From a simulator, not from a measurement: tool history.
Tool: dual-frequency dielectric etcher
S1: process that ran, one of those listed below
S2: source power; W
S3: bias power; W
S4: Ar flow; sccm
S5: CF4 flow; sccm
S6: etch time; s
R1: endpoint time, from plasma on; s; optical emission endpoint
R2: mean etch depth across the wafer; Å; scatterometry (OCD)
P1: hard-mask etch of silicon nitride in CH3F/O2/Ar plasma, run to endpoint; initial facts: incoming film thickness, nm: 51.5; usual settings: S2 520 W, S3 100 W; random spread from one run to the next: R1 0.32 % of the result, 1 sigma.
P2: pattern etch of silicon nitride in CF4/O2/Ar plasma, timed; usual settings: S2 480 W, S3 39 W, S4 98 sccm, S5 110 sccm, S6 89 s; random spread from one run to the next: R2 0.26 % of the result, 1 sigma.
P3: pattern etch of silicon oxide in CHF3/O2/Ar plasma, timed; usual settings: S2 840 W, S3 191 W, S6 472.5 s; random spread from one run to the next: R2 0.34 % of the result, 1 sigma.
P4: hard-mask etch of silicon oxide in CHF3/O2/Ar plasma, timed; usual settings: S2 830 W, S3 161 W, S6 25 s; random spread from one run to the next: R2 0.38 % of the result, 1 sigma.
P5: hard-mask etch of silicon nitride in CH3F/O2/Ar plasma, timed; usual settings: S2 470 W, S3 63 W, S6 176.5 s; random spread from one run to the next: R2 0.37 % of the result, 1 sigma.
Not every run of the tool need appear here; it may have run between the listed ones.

run,day,S1,S2,S3,S4,S5,S6,R1,R2
1,0.208,P1,520,100,,,,61.151,
2,0.512,P2,480,25,98,110,89,,1306.5
3,0.767,P4,600,161,,,25,,482.33
4,1.067,P2,480,39,98,110,89,,1504.9
5,1.417,P5,470,63,,,176.5,,1242.2
6,1.579,P3,840,191,,,581,,13231
7,1.879,P3,840,191,,,472.5,,10776
8,2.2,P4,830,161,,,16,,348.15
9,2.396,P5,470,79,,,176.5,,1335
10,2.717,P4,830,192,,,25,,573.62
11,2.996,P1,600,77,,,,63.351,
12,3.321,P2,480,39,98,146,89,,1550.5
13,3.517,P5,470,63,,,176.5,,1241.3
14,3.796,P1,520,100,,,,60.853,
15,4.104,P2,480,39,73,110,89,,1554.8
16,4.292,P1,520,82,,,,65.629,
17,4.538,P1,520,100,,,,60.856,
18,4.708,P1,340,65,,,,83.725,
19,4.942,P5,570,63,,,176.5,,1334.1
20,5.233,P4,830,161,,,25,,544.84
21,5.417,P3,840,243,,,472.5,,11622
22,5.671,P1,520,135,,,,54.745,
23,5.892,P1,700,66,,,,62.925,
# day 6.196: wet clean of the chamber
24,6.217,P1,630,100,,,,57.229,
25,6.546,P5,470,63,,,263,,1857.2
26,6.775,P2,310,39,98,110,89,,1025.1
27,7.017,P2,480,39,98,110,67,,1131.9
28,7.292,P1,520,100,,,,61.342,
29,7.467,P3,640,191,,,472.5,,9680.8
30,7.804,P1,410,100,,,,66.591,
31,8.042,P1,520,100,,,,61.124,
32,8.233,P1,520,100,,,,60.593,
33,8.538,P1,520,100,,,,60.786,
34,8.788,P1,520,100,,,,60.369,
35,8.967,P1,520,100,,,,60.296,
36,9.217,P1,520,100,,,,60.36,
# day 9.221: wet clean of the chamber
37,9.475,P1,520,100,,,,60.351,
38,9.679,P1,520,100,,,,60.327,
39,9.946,P1,520,100,,,,60.27,

The next listed run, before its measurement:
40,10.283,P1,520,100,,,,?,

Logged for run 40: R1 60.098 s.

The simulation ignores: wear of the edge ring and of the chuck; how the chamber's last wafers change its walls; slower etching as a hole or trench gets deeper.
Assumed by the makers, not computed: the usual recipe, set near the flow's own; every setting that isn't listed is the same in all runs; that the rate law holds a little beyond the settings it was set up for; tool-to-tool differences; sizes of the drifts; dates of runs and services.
